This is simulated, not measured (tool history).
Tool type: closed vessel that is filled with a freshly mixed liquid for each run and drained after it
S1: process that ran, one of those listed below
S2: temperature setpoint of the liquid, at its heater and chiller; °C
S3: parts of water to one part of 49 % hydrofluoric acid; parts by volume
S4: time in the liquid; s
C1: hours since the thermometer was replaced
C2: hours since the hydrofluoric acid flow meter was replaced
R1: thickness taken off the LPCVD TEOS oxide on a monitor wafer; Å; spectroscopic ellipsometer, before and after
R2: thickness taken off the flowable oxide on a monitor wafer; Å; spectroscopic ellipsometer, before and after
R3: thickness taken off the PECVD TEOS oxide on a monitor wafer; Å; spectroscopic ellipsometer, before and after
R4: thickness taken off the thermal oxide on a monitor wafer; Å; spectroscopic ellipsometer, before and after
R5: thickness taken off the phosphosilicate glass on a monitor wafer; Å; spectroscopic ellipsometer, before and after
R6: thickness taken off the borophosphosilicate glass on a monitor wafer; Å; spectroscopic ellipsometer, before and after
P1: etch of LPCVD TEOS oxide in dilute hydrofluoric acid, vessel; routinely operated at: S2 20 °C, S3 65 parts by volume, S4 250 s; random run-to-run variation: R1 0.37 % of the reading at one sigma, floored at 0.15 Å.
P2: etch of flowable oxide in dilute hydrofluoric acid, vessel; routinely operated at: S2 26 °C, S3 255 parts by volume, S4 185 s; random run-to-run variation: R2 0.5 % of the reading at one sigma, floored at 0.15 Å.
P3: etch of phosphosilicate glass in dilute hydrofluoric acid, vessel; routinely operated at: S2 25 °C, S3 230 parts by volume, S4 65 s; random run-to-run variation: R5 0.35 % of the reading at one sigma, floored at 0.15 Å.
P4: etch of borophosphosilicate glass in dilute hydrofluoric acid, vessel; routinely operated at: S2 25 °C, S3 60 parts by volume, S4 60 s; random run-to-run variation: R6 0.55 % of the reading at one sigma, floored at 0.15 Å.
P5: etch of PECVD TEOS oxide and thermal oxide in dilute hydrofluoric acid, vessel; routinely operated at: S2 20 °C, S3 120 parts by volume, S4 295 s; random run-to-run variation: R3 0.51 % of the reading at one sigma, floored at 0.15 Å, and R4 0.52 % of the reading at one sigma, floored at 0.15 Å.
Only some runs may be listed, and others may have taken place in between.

| run | hour | S1 | S2 | S3 | S4 | C1 | C2 | R1 | R2 | R3 | R4 | R5 | R6 |
|---|---|---|---|---|---|---|---|---|---|---|---|---|---|
| 1 | 5.7 | P1 | 20 | 65 | 250 | 1113.4 | 442.8 | 589.88 |  |  |  |  |  |
| 2 | 10.8 | P1 | 24.5 | 65 | 475 | 1118.5 | 447.9 | 1351 |  |  |  |  |  |
| 3 | 17.7 | P1 | 20 | 65 | 250 | 1125.4 | 454.8 | 593.6 |  |  |  |  |  |
| 4 | 25 | P2 | 18.5 | 255 | 185 | 1132.7 | 462.1 |  | 305.7 |  |  |  |  |
| 5 | 30.5 | P1 | 20 | 20 | 415 | 1138.2 | 467.6 | 3405.3 |  |  |  |  |  |
| 6 | 40.3 | P2 | 26 | 255 | 185 | 1148 | 477.4 |  | 404.89 |  |  |  |  |
| 7 | 51.3 | P1 | 27 | 65 | 250 | 1159 | 488.4 | 794.12 |  |  |  |  |  |
| 8 | 59.7 | P1 | 17 | 65 | 250 | 1167.4 | 496.8 | 522.12 |  |  |  |  |  |
| 9 | 70.6 | P5 | 20 | 120 | 295 | 1178.3 | 507.7 |  |  | 588.34 | 94.52 |  |  |
| 10 | 76.1 | P1 | 20 | 65 | 250 | 1183.8 | 513.2 | 590.57 |  |  |  |  |  |
| 11 | 85.9 | P3 | 25 | 230 | 30 | 1193.6 | 523 |  |  |  |  | 130.43 |  |
| 12 | 93.5 | P1 | 20 | 20 | 250 | 1201.2 | 530.6 | 2043.8 |  |  |  |  |  |
| 13 | 103.5 | P1 | 20 | 95 | 250 | 1211.2 | 540.6 | 392.52 |  |  |  |  |  |
| 14 | 108.4 | P1 | 20 | 65 | 70 | 1216.1 | 545.5 | 165.11 |  |  |  |  |  |
| 15 | 115.2 | P5 | 17 | 120 | 295 | 1222.9 | 552.3 |  |  | 519.71 | 83.717 |  |  |
| 16 | 125.1 | P2 | 26 | 40 | 185 | 1232.8 | 562.2 |  | 3374 |  |  |  |  |
| 17 | 134.8 | P4 | 17.5 | 60 | 60 | 1242.5 | 571.9 |  |  |  |  |  | 711.14 |
| 18 | 143.5 | P3 | 31.5 | 230 | 65 | 1251.2 | 580.6 |  |  |  |  | 355.25 |  |
| 19 | 154.2 | P4 | 25 | 60 | 60 | 1261.9 | 591.3 |  |  |  |  |  | 969.92 |
| 20 | 165.1 | P4 | 25 | 60 | 110 | 1272.8 | 602.2 |  |  |  |  |  | 1780.8 |
| 21 | 174.9 | P3 | 25 | 230 | 65 | 1282.6 | 612 |  |  |  |  | 283.09 |  |
| 22 | 185.5 | P4 | 25 | 105 | 60 | 1293.2 | 622.6 |  |  |  |  |  | 529.77 |
| 23 | 191.6 | P4 | 25 | 60 | 60 | 1299.3 | 628.7 |  |  |  |  |  | 969.22 |
| 24 | 202.7 | P1 | 20 | 65 | 455 | 1310.4 | 639.8 | 1078.9 |  |  |  |  |  |
| 25 | 208.3 | P3 | 25 | 415 | 65 | 1316 | 645.4 |  |  |  |  | 131.72 |  |
| 26 | 215.8 | P5 | 20 | 120 | 140 | 1323.5 | 652.9 |  |  | 280.85 | 44.96 |  |  |
| 27 | 226 | P3 | 25 | 230 | 65 | 1333.7 | 663.1 |  |  |  |  | 284.26 |  |
| 28 | 235.5 | P1 | 20 | 65 | 250 | 1343.2 | 672.6 | 591.15 |  |  |  |  |  |
| 29 | 243 | P2 | 26 | 255 | 30 | 1350.7 | 680.1 |  | 65.296 |  |  |  |  |
| 30 | 253.2 | P5 | 20 | 120 | 295 | 1360.9 | 690.3 |  |  | 593.9 | 95.031 |  |  |
| 31 | 264.7 | P5 | 20 | 210 | 295 | 1372.4 | 701.8 |  |  | 305.21 | 49.489 |  |  |
| 32 | 276.3 | P1 | 20 | 65 | 250 | 1384 | 713.4 | 591.07 |  |  |  |  |  |
| 33 | 282.6 | P1 | 20 | 65 | 250 | 1390.3 | 719.7 | 607.84 |  |  |  |  |  |
| 34 | 290.7 | P1 | 20 | 65 | 250 | 1398.4 | 727.8 | 616.57 |  |  |  |  |  |
| 35 | 298.5 | P1 | 20 | 65 | 250 | 1406.2 | 735.6 | 630.74 |  |  |  |  |  |
| 36 | 304.6 | P1 | 20 | 65 | 250 | 1412.3 | 741.7 | 630.88 |  |  |  |  |  |
| 37 | 315.4 | P1 | 20 | 65 | 250 | 1423.1 | 752.5 | 634.74 |  |  |  |  |  |
| 38 | 322.6 | P1 | 20 | 65 | 250 | 1430.3 | 759.7 | 635.82 |  |  |  |  |  |
| 39 | 327.8 | P1 | 20 | 65 | 250 | 1435.5 | 764.9 | 633.49 |  |  |  |  |  |
| 40 | 339.1 | P1 | 20 | 65 | 250 | 1446.8 | 776.2 | 637.82 |  |  |  |  |  |
| 41 | 347 | P1 | 20 | 65 | 250 | 1454.7 | 784.1 | 637.86 |  |  |  |  |  |

What P1 gives has crept off from where it sat before. The 2 causes that follow fit the log equally well, each at the size noted:
A: hydrofluoric acid flow above the setpoint (%) = 6.95
B: liquid hotter than its thermometer reads (K) = 1.74
The onset of the drift is placed at about hour 276.3.

Below are 4 check runs, each on a single wafer, with their results shown as question marks. Which of them would tell the listed causes apart, meaning the causes would give clearly different results under it?
| check 1 | 354.9 | P4 | 25 | 85 | 60 |  |  |  |  |  |  |  | ? |
| check 2 | 354.9 | P3 | 25 | 410 | 65 |  |  |  |  |  |  | ? |  |
| check 3 | 354.9 | P5 | 17 | 185 | 295 |  |  |  |  | ? | ? |  |  |
| check 4 | 354.9 | P2 | 21 | 55 | 185 |  |  |  | ? |  |  |  |  |

What every check run would give for each of its results, assuming each possible cause in turn:
| check | result | if A | if B |
|---|---|---|---|
| check 1 | R6 | 716.16 | 712.08 |
| check 2 | R5 | 146.21 | 141.02 |
| check 3 | R3 | 343.51 | 340.39 |
| check 3 | R4 | 55.062 | 54.563 |
| check 4 | R2 | 2075.9 | 2078.1 |
Per-check spread between the two closest causes, in the result where they differ most: check 1 0.57 %; check 2 3.61 %; check 3 0.91 %; check 4 0.11 %
Of the check runs offered, only check 2 discriminates between the causes; the rest would read about the same regardless of which cause applies.

The results of check 2 are: R5 140.17 Å. Based on these, which of the listed causes is it?

Of the candidate causes, it is B: liquid hotter than its thermometer reads (K).

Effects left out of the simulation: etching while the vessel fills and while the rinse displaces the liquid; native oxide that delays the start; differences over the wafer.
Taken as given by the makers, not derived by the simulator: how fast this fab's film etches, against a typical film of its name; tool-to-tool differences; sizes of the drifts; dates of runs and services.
